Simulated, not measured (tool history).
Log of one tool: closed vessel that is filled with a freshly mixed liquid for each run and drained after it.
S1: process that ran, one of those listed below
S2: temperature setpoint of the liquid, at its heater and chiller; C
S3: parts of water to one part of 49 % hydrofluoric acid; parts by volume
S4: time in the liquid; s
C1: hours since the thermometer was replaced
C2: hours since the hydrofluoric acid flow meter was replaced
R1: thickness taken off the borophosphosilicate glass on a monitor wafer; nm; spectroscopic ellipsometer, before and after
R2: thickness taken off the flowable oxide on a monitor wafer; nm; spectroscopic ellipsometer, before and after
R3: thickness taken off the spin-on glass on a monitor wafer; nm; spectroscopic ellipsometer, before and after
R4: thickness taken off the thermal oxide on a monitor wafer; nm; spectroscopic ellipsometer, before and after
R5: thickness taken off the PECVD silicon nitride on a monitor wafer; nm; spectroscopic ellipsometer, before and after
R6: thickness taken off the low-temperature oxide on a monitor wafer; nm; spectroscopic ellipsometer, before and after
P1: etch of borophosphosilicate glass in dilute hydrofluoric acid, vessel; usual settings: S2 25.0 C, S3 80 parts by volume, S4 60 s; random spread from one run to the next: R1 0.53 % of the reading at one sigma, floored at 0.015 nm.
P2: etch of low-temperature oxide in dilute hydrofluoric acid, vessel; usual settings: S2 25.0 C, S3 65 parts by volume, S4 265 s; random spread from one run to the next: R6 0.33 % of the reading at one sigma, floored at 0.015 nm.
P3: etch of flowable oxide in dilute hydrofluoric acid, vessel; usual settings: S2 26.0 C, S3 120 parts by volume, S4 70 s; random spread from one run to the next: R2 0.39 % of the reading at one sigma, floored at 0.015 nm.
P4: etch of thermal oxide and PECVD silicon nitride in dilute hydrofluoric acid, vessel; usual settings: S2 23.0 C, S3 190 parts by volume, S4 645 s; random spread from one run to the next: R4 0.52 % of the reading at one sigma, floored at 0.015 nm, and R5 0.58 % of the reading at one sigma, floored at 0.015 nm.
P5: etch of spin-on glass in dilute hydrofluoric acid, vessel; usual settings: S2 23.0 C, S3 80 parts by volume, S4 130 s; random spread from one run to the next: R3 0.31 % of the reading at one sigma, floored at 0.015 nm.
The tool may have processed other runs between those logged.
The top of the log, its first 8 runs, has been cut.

run	hour	S1	S2	S3	S4	C1	C2	R1	R2	R3	R4	R5	R6
9	58.5	P5	23.0	110	130	15.0	320.9			22.8420			
10	62.4	P1	25.0	135	60	18.9	324.8	34.121					
11	67.0	P4	17.5	190	645	23.5	329.4				11.160	3.9954	
12	71.0	P4	23.0	190	1130	27.5	333.4				24.148	9.9527	
13	76.4	P1	25.0	45	60	32.9	338.8	114.550					
14	80.5	P4	23.0	190	645	37.0	342.9				13.767	5.7003	
15	85.5	P3	26.0	120	115	42.0	347.9		46.816				
16	90.8	P1	33.0	80	60	47.3	353.2	83.901					
17	94.8	P1	25.0	80	60	51.3	357.2	61.244					
18	102.2	P5	17.0	80	130	58.7	364.6			25.2750			
19	110.2	P2	25.0	40	265	66.7	372.6						85.690
20	115.3	P2	25.0	65	65	71.8	377.7						12.620
21	119.1	P1	25.0	80	60	75.6	381.5	61.828					
22	123.9	P2	25.0	65	265	80.4	386.3						51.187
23	131.9	P1	17.0	80	60	88.4	394.3	44.121					
24	138.0	P1	32.0	45	60	94.5	400.4	151.460					
25	143.6	P1	32.0	115	60	100.1	406.0	52.658					
26	151.7	P1	25.0	45	100	108.2	414.1	192.830					
27	158.9	P1	25.0	80	30	115.4	421.3	30.871					
28	163.2	P2	17.0	65	265	119.7	425.6						36.629

Run 29 has not been measured yet. What should we expect?
29	169.6	P1	25.0	80	60	126.1	432.0	?					

R1: 61.526 nm

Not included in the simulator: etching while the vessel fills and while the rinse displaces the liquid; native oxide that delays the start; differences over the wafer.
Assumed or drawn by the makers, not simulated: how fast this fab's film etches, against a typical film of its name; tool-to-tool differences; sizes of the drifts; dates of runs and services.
